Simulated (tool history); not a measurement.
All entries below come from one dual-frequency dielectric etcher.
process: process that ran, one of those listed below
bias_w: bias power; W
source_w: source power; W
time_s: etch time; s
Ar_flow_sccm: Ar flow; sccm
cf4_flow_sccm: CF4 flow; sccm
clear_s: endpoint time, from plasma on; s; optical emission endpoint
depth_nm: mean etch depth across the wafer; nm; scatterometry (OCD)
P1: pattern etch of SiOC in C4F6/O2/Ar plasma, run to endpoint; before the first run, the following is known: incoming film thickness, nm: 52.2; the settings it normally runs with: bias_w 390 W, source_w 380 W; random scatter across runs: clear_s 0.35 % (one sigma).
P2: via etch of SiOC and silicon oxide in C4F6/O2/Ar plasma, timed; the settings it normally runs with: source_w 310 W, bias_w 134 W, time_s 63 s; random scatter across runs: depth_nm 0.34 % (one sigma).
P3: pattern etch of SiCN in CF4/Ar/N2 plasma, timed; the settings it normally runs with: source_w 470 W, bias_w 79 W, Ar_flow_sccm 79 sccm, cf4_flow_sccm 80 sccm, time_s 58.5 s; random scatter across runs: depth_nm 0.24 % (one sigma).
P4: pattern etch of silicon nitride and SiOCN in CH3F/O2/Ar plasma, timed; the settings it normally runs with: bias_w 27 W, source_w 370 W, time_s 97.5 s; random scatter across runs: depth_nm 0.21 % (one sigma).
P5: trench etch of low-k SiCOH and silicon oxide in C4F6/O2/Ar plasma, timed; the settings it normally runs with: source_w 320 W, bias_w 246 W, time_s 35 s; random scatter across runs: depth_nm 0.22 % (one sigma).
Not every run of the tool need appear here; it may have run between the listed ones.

| run | day | process | bias_w | source_w | time_s | Ar_flow_sccm | cf4_flow_sccm | hours since the last wet clean | hours since the last bias power generator calibration | hours since the last source power generator calibration | clear_s | depth_nm |
|---|---|---|---|---|---|---|---|---|---|---|---|---|
| 1 | 0.579 | P1 | 390 | 380 |  |  |  | 467.4 | 1960.1 | 998.5 | 18.966 |  |
| 2 | 1.012 | P5 | 246 | 320 | 35 |  |  | 477.8 | 1970.5 | 1008.9 |  | 115.96 |
| 3 | 1.538 | P3 | 79 | 470 | 58.5 | 79 | 54 | 490.4 | 1983.1 | 1021.5 |  | 55.014 |
| 4 | 1.871 | P1 | 390 | 510 |  |  |  | 498.4 | 1991.1 | 1029.5 | 16.914 |  |
| 5 | 2.35 | P1 | 279 | 520 |  |  |  | 509.9 | 2002.6 | 1041 | 18.797 |  |
| 6 | 3.046 | P3 | 79 | 470 | 79 | 79 | 80 | 526.6 | 2019.3 | 1057.7 |  | 78.382 |
| 7 | 3.658 | P1 | 298 | 380 |  |  |  | 541.3 | 2034 | 1072.4 | 20.883 |  |
| 8 | 4.4 | P1 | 293 | 250 |  |  |  | 559.1 | 2051.8 | 1090.2 | 24.621 |  |
| 9 | 5.046 | P3 | 79 | 580 | 58.5 | 79 | 80 | 574.6 | 2067.3 | 1105.7 |  | 69.885 |
|  | 5.371 | wet clean of the chamber |
| 10 | 5.792 | P1 | 498 | 280 |  |  |  | 10.1 | 2085.2 | 1123.6 | 19.5 |  |
| 11 | 6.233 | P1 | 390 | 380 |  |  |  | 20.7 | 2095.8 | 1134.2 | 18.888 |  |
| 12 | 6.862 | P5 | 340 | 320 | 35 |  |  | 35.8 | 2110.9 | 1149.3 |  | 129.8 |
| 13 | 7.362 | P5 | 246 | 320 | 44.5 |  |  | 47.8 | 2122.9 | 1161.3 |  | 147.28 |
| 14 | 8.129 | P2 | 134 | 310 | 36.5 |  |  | 66.2 | 2141.3 | 1179.7 |  | 33.835 |
| 15 | 8.683 | P2 | 134 | 420 | 63 |  |  | 79.5 | 2154.6 | 1193 |  | 65.721 |
| 16 | 9.208 | P4 | 27 | 470 | 97.5 |  |  | 92.1 | 2167.2 | 1205.6 |  | 14.933 |
| 17 | 9.671 | P1 | 390 | 380 |  |  |  | 103.2 | 2178.3 | 1216.7 | 18.975 |  |
| 18 | 10.338 | P3 | 79 | 470 | 58.5 | 108 | 80 | 119.2 | 2194.3 | 1232.7 |  | 55.478 |
| 19 | 10.862 | P1 | 390 | 380 |  |  |  | 131.8 | 2206.9 | 1245.3 | 19.015 |  |
| 20 | 11.321 | P2 | 98 | 310 | 63 |  |  | 142.8 | 2217.9 | 1256.3 |  | 53.361 |
| 21 | 12.067 | P3 | 79 | 470 | 58.5 | 79 | 80 | 160.7 | 2235.8 | 1274.2 |  | 57.957 |
| 22 | 12.425 | P4 | 27 | 370 | 97.5 |  |  | 169.3 | 2244.4 | 1282.8 |  | 13.763 |
| 23 | 13.062 | P2 | 134 | 310 | 63 |  |  | 184.6 | 2259.7 | 1298.1 |  | 58.104 |
| 24 | 13.429 | P1 | 390 | 380 |  |  |  | 193.4 | 2268.5 | 1306.9 | 19.006 |  |
| 25 | 14.179 | P3 | 79 | 470 | 58.5 | 79 | 80 | 211.4 | 2286.5 | 1324.9 |  | 57.972 |
| 26 | 14.625 | P1 | 390 | 290 |  |  |  | 222.1 | 2297.2 | 1335.6 | 21.094 |  |
| 27 | 15.271 | P4 | 27 | 370 | 71.5 |  |  | 237.6 | 2312.7 | 1351.1 |  | 10.108 |
| 28 | 15.862 | P5 | 246 | 250 | 35 |  |  | 251.8 | 2326.9 | 1365.3 |  | 105.3 |
| 29 | 16.554 | P3 | 53 | 470 | 58.5 | 79 | 80 | 268.4 | 2343.5 | 1381.9 |  | 51.053 |
| 30 | 16.996 | P4 | 15 | 370 | 97.5 |  |  | 279 | 2354.1 | 1392.5 |  | 10.697 |
| 31 | 17.571 | P1 | 552 | 380 |  |  |  | 292.8 | 2367.9 | 1406.3 | 16.751 |  |
| 32 | 17.988 | P1 | 390 | 380 |  |  |  | 302.8 | 2377.9 | 1416.3 | 18.972 |  |
| 33 | 18.746 | P1 | 390 | 380 |  |  |  | 321 | 2396.1 | 1434.5 | 18.732 |  |
| 34 | 19.362 | P1 | 390 | 380 |  |  |  | 335.8 | 2410.9 | 1449.3 | 18.83 |  |
| 35 | 20 | P1 | 390 | 380 |  |  |  | 351.1 | 2426.2 | 1464.6 | 18.653 |  |
| 36 | 20.583 | P1 | 390 | 380 |  |  |  | 365.1 | 2440.2 | 1478.6 | 18.739 |  |
|  | 20.858 | wet clean of the chamber |
| 37 | 21.229 | P1 | 390 | 380 |  |  |  | 9 | 2455.7 | 1494.1 | 18.712 |  |
| 38 | 21.992 | P1 | 390 | 380 |  |  |  | 27.3 | 2474 | 1512.4 | 18.734 |  |
| 39 | 22.617 | P1 | 390 | 380 |  |  |  | 42.3 | 2489 | 1527.4 | 18.651 |  |
| 40 | 23.25 | P1 | 390 | 380 |  |  |  | 57.5 | 2504.2 | 1542.6 | 18.675 |  |
| 41 | 23.696 | P1 | 390 | 380 |  |  |  | 68.2 | 2514.9 | 1553.3 | 18.674 |  |
| 42 | 24.417 | P1 | 390 | 380 |  |  |  | 85.5 | 2532.2 | 1570.6 | 18.65 |  |

The log shows P1 creeping away from where it was. Any of the 2 causes listed here, at the size stated for it, fits the log just as well as the others:
A: bias power that arrives over what is set, % = 4.89
B: source power that arrives over what is set, % = 4.74
Creep in the process output first set in at about day 17.988.
Excluded causes, each with its reason:
chamber walls in a state that raises the etch rate, %: maintenance at day 20.858, after the shift began, did not return the process to its former output

The check runs listed below each take one wafer, and their results are still question marks. Under which run would the listed causes lead to clearly different results?
| check 1 | 25.138 | P4 | 17 | 370 | 78.5 |  |  |  |  |  |  | ? |
| check 2 | 25.138 | P5 | 323 | 320 | 35 |  |  |  |  |  |  | ? |
| check 3 | 25.138 | P2 | 111 | 400 | 63 |  |  |  |  |  |  | ? |
| check 4 | 25.138 | P3 | 58 | 560 | 58.5 | 79 | 80 |  |  |  |  | ? |

What every check run would give for each of its results, assuming each possible cause in turn:
| check | result | if A | if B |
|---|---|---|---|
| check 1 | depth_nm | 9.238 | 9.2025 |
| check 2 | depth_nm | 129.45 | 129.48 |
| check 3 | depth_nm | 61.865 | 62.155 |
| check 4 | depth_nm | 62.237 | 63.915 |
Smallest distance between any two causes, each pair judged by its most separating result, in per cent: check 1 0.38 %; check 2 0.02 %; check 3 0.47 %; check 4 2.66 %
Of the check runs offered, only check 4 discriminates between the causes; the rest would read about the same regardless of which cause applies.

Running check 4 produced the following: depth_nm 62.041 nm. Which one of the listed causes fits?

The cause is A: bias power that arrives over what is set, %.

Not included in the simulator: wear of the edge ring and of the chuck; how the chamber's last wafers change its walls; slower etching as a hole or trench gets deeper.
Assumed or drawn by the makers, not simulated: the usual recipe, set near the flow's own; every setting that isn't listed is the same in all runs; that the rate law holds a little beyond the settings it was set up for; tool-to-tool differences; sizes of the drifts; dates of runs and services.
